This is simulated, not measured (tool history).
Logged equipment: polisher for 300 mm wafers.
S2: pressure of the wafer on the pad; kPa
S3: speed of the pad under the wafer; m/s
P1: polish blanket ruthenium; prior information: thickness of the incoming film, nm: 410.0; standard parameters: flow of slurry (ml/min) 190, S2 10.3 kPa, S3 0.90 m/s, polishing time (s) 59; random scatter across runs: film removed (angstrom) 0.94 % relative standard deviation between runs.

Run 1, day 0.608: flow of slurry (ml/min) 190, S2 10.3 kPa, S3 0.90 m/s, polishing time (s) 59. Result: film removed (angstrom) 403.01.
Run 2, day 0.938: flow of slurry (ml/min) 290, S2 10.3 kPa, S3 0.90 m/s, polishing time (s) 59. Result: film removed (angstrom) 414.72.
Run 3, day 1.288: flow of slurry (ml/min) 190, S2 10.3 kPa, S3 1.42 m/s, polishing time (s) 59. Result: film removed (angstrom) 638.65.
Run 4, day 1.608: flow of slurry (ml/min) 190, S2 10.3 kPa, S3 0.90 m/s, polishing time (s) 59. Result: film removed (angstrom) 406.26.
Run 5, day 1.938: flow of slurry (ml/min) 190, S2 13.8 kPa, S3 0.90 m/s, polishing time (s) 59. Result: film removed (angstrom) 540.77.
Run 6, day 2.342: flow of slurry (ml/min) 190, S2 10.3 kPa, S3 0.90 m/s, polishing time (s) 59. Result: film removed (angstrom) 406.54.
Run 7, day 2.633: flow of slurry (ml/min) 190, S2 14.5 kPa, S3 0.70 m/s, polishing time (s) 59. Result: film removed (angstrom) 448.28.
Run 8, day 3.154: flow of slurry (ml/min) 190, S2 10.3 kPa, S3 0.90 m/s, polishing time (s) 59. Result: film removed (angstrom) 401.24.
Run 9, day 3.688: flow of slurry (ml/min) 115, S2 10.3 kPa, S3 0.90 m/s, polishing time (s) 59. Result: film removed (angstrom) 360.75.
Run 10, day 4.096: flow of slurry (ml/min) 190, S2 10.3 kPa, S3 0.90 m/s, polishing time (s) 59. Result: film removed (angstrom) 400.09.
At day 4.546: slurry nozzle cleaned.
Run 11, day 4.658: flow of slurry (ml/min) 190, S2 15.2 kPa, S3 0.44 m/s, polishing time (s) 59. Result: film removed (angstrom) 288.73.
Run 12, day 4.975: flow of slurry (ml/min) 190, S2 10.3 kPa, S3 0.90 m/s, polishing time (s) 41. Result: film removed (angstrom) 277.74.
Run 13, day 5.488: flow of slurry (ml/min) 190, S2 10.3 kPa, S3 0.90 m/s, polishing time (s) 59. Result: film removed (angstrom) 399.18.
Run 14, day 5.900: flow of slurry (ml/min) 190, S2 10.3 kPa, S3 0.42 m/s, polishing time (s) 59. Result: film removed (angstrom) 185.71.
Run 15, day 6.400: flow of slurry (ml/min) 190, S2 7.6 kPa, S3 0.90 m/s, polishing time (s) 59. Result: film removed (angstrom) 291.92.
Run 16, day 6.925: flow of slurry (ml/min) 190, S2 10.3 kPa, S3 0.90 m/s, polishing time (s) 94. Result: film removed (angstrom) 637.32.

Expected results for the next run?
Run 17, day 7.229: flow of slurry (ml/min) 190, S2 4.8 kPa, S3 0.44 m/s, polishing time (s) 59. Result: film removed (angstrom) ?.

Run 17 produced film removed (angstrom) 92.10.
